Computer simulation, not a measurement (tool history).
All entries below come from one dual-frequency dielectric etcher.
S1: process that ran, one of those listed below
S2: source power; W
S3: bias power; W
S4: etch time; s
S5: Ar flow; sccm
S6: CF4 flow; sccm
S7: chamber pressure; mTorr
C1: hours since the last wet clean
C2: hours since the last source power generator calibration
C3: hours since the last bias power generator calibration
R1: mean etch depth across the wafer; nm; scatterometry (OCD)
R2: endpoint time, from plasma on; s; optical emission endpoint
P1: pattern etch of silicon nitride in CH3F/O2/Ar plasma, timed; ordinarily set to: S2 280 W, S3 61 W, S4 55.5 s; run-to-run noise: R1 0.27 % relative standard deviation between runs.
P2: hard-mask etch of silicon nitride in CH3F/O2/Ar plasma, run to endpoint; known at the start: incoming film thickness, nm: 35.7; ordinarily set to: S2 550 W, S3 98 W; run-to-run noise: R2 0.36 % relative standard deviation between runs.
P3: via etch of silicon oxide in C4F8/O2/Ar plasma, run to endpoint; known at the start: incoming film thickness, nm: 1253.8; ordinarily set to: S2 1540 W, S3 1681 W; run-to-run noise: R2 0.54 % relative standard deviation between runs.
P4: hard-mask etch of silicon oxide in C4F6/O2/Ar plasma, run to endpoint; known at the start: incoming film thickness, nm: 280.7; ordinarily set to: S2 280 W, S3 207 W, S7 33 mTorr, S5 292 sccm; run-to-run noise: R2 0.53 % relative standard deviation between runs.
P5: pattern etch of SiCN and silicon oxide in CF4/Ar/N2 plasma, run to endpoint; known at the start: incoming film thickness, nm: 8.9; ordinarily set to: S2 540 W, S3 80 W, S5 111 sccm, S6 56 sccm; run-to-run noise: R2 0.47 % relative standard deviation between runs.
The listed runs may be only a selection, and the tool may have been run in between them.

run,hour,S1,S2,S3,S4,S5,S6,S7,C1,C2,C3,R1,R2
1,11.6,P1,280,61,55.5,,,,123.1,387,803.3,32.426,
2,25.1,P5,540,63,,111,56,,136.6,400.5,816.8,,9.5222
3,40.9,P4,280,207,,292,,40,152.4,416.3,832.6,,100.28
4,57.9,P1,280,61,55.5,,,,169.4,433.3,849.6,32.479,
5,76.3,P1,280,61,55.5,,,,187.8,451.7,868,32.626,
6,88.5,P4,330,207,,292,,33,200,463.9,880.2,,92.051
7,104.6,P1,280,61,55.5,,,,216.1,480,896.3,32.468,
8,116.6,P3,2150,1681,,,,,228.1,492,908.3,,245.68
9,135.3,P5,540,80,,111,74,,246.8,510.7,927,,8.399
10,147.7,P2,550,138,,,,,259.2,523.1,939.4,,36.461
# hour 156: bias power generator calibrated
11,162.4,P1,180,61,55.5,,,,273.9,537.8,6.4,27.478,
12,181.3,P1,230,61,31,,,,292.8,556.7,25.3,16.834,
13,192.1,P1,280,45,55.5,,,,303.6,567.5,36.1,29.455,
14,203.6,P1,280,42,68.5,,,,315.1,579,47.6,35.683,
15,221.9,P2,430,98,,,,,333.4,597.3,65.9,,45.342
16,234.4,P4,280,261,,292,,33,345.9,609.8,78.4,,89.616
17,249.8,P2,550,98,,,,,361.3,625.2,93.8,,41.358
18,263.8,P1,280,61,79,,,,375.3,639.2,107.8,46.331,
19,273,P1,280,61,55.5,,,,384.5,648.4,117,32.705,
20,281.5,P3,1540,1681,,,,,393,656.9,125.5,,281.62
21,292.7,P3,1540,2235,,,,,404.2,668.1,136.7,,258.02

Run 22 comes next. What will it give?
22,304.1,P1,380,61,55.5,,,,415.6,679.5,148.1,?,

{"run 22": {"R1": 36.679}}

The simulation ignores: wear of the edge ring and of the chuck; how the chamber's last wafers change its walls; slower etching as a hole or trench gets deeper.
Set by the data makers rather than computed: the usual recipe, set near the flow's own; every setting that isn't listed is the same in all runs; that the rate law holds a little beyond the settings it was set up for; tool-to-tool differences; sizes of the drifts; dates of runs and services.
